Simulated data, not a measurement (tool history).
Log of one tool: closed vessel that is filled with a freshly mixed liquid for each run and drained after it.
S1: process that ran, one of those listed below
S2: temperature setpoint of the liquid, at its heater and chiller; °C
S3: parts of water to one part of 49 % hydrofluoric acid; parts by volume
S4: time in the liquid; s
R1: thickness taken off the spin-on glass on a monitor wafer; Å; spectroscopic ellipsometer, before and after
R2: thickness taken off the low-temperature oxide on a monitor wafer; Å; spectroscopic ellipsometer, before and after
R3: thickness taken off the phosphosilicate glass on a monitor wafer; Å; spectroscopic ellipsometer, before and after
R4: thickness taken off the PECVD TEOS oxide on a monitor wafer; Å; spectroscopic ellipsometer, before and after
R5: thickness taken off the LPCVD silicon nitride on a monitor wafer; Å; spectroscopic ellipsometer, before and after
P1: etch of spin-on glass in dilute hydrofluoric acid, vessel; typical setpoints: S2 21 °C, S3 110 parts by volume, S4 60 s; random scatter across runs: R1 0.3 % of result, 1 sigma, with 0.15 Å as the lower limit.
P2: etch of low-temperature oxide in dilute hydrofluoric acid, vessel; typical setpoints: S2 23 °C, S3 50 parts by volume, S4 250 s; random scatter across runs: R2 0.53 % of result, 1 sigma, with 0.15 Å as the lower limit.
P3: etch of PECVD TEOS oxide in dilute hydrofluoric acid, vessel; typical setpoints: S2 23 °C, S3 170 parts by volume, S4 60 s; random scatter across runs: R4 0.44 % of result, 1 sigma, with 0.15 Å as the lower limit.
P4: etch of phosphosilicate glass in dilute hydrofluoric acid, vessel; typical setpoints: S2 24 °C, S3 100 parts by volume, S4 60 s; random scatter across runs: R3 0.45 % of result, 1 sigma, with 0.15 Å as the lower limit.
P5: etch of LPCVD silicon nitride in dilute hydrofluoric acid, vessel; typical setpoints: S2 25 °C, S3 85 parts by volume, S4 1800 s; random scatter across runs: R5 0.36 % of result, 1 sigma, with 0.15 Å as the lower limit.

{"run": 1, "hour": 2.9, "S1": "P1", "S2": 21, "S3": 110, "S4": 60, "R1": 156.25}
{"run": 2, "hour": 7.7, "S1": "P2", "S2": 23, "S3": 50, "S4": 250, "R2": 556.28}
{"run": 3, "hour": 11.5, "S1": "P1", "S2": 21, "S3": 110, "S4": 60, "R1": 156.74}
{"run": 4, "hour": 14.8, "S1": "P2", "S2": 23, "S3": 25, "S4": 250, "R2": 1146.8}
{"run": 5, "hour": 18.2, "S1": "P4", "S2": 24, "S3": 20, "S4": 60, "R3": 4831.6}
{"run": 6, "hour": 23.3, "S1": "P4", "S2": 24, "S3": 100, "S4": 60, "R3": 871.42}
{"run": 7, "hour": 27.0, "S1": "P2", "S2": 30.5, "S3": 50, "S4": 250, "R2": 748.24}
{"run": 8, "hour": 33.0, "S1": "P3", "S2": 23, "S3": 170, "S4": 60, "R4": 48.255}
{"run": 9, "hour": 36.6, "S1": "P1", "S2": 21, "S3": 110, "S4": 60, "R1": 156.9}
{"run": 10, "hour": 40.1, "S1": "P1", "S2": 21, "S3": 110, "S4": 110, "R1": 286.7}
{"run": 11, "hour": 43.6, "S1": "P1", "S2": 25.5, "S3": 110, "S4": 60, "R1": 187.17}
{"run": 12, "hour": 48.9, "S1": "P5", "S2": 25, "S3": 30, "S4": 1800, "R5": 331.5}
{"run": 13, "hour": 54.3, "S1": "P3", "S2": 23, "S3": 300, "S4": 60, "R4": 23.86}
{"run": 14, "hour": 59.2, "S1": "P4", "S2": 24, "S3": 100, "S4": 60, "R3": 870.03}
{"run": 15, "hour": 61.9, "S1": "P1", "S2": 21, "S3": 110, "S4": 60, "R1": 156.49}
{"run": 16, "hour": 68.1, "S1": "P1", "S2": 24.5, "S3": 25, "S4": 60, "R1": 879.87}
{"run": 17, "hour": 73.6, "S1": "P3", "S2": 23, "S3": 170, "S4": 105, "R4": 83.996}
{"run": 18, "hour": 79.4, "S1": "P1", "S2": 21, "S3": 110, "S4": 60, "R1": 156.41}
{"run": 19, "hour": 82.7, "S1": "P1", "S2": 28.5, "S3": 65, "S4": 60, "R1": 376.38}
{"run": 20, "hour": 85.9, "S1": "P3", "S2": 17, "S3": 170, "S4": 60, "R4": 37.859}
{"run": 21, "hour": 90.8, "S1": "P1", "S2": 21, "S3": 170, "S4": 60, "R1": 95.283}
{"run": 22, "hour": 95.7, "S1": "P5", "S2": 25, "S3": 85, "S4": 85, "R5": 5.6308}
{"run": 23, "hour": 101.8, "S1": "P5", "S2": 25, "S3": 85, "S4": 1800, "R5": 120.91}
{"run": 24, "hour": 105.4, "S1": "P1", "S2": 21, "S3": 110, "S4": 30, "R1": 78.215}
{"run": 25, "hour": 109.5, "S1": "P1", "S2": 21, "S3": 110, "S4": 60, "R1": 155.25}
{"run": 26, "hour": 115.1, "S1": "P5", "S2": 18, "S3": 85, "S4": 1800, "R5": 74.931}
{"run": 27, "hour": 121.3, "S1": "P5", "S2": 25, "S3": 85, "S4": 1800, "R5": 120.18}
{"run": 28, "hour": 124.7, "S1": "P2", "S2": 23, "S3": 50, "S4": 415, "R2": 915.96}

The next listed run, before its measurement:
{"run": 29, "hour": 129.6, "S1": "P1", "S2": 17, "S3": 110, "S4": 60, "R1": "?"}

{"run 29": {"R1": 132.59}}

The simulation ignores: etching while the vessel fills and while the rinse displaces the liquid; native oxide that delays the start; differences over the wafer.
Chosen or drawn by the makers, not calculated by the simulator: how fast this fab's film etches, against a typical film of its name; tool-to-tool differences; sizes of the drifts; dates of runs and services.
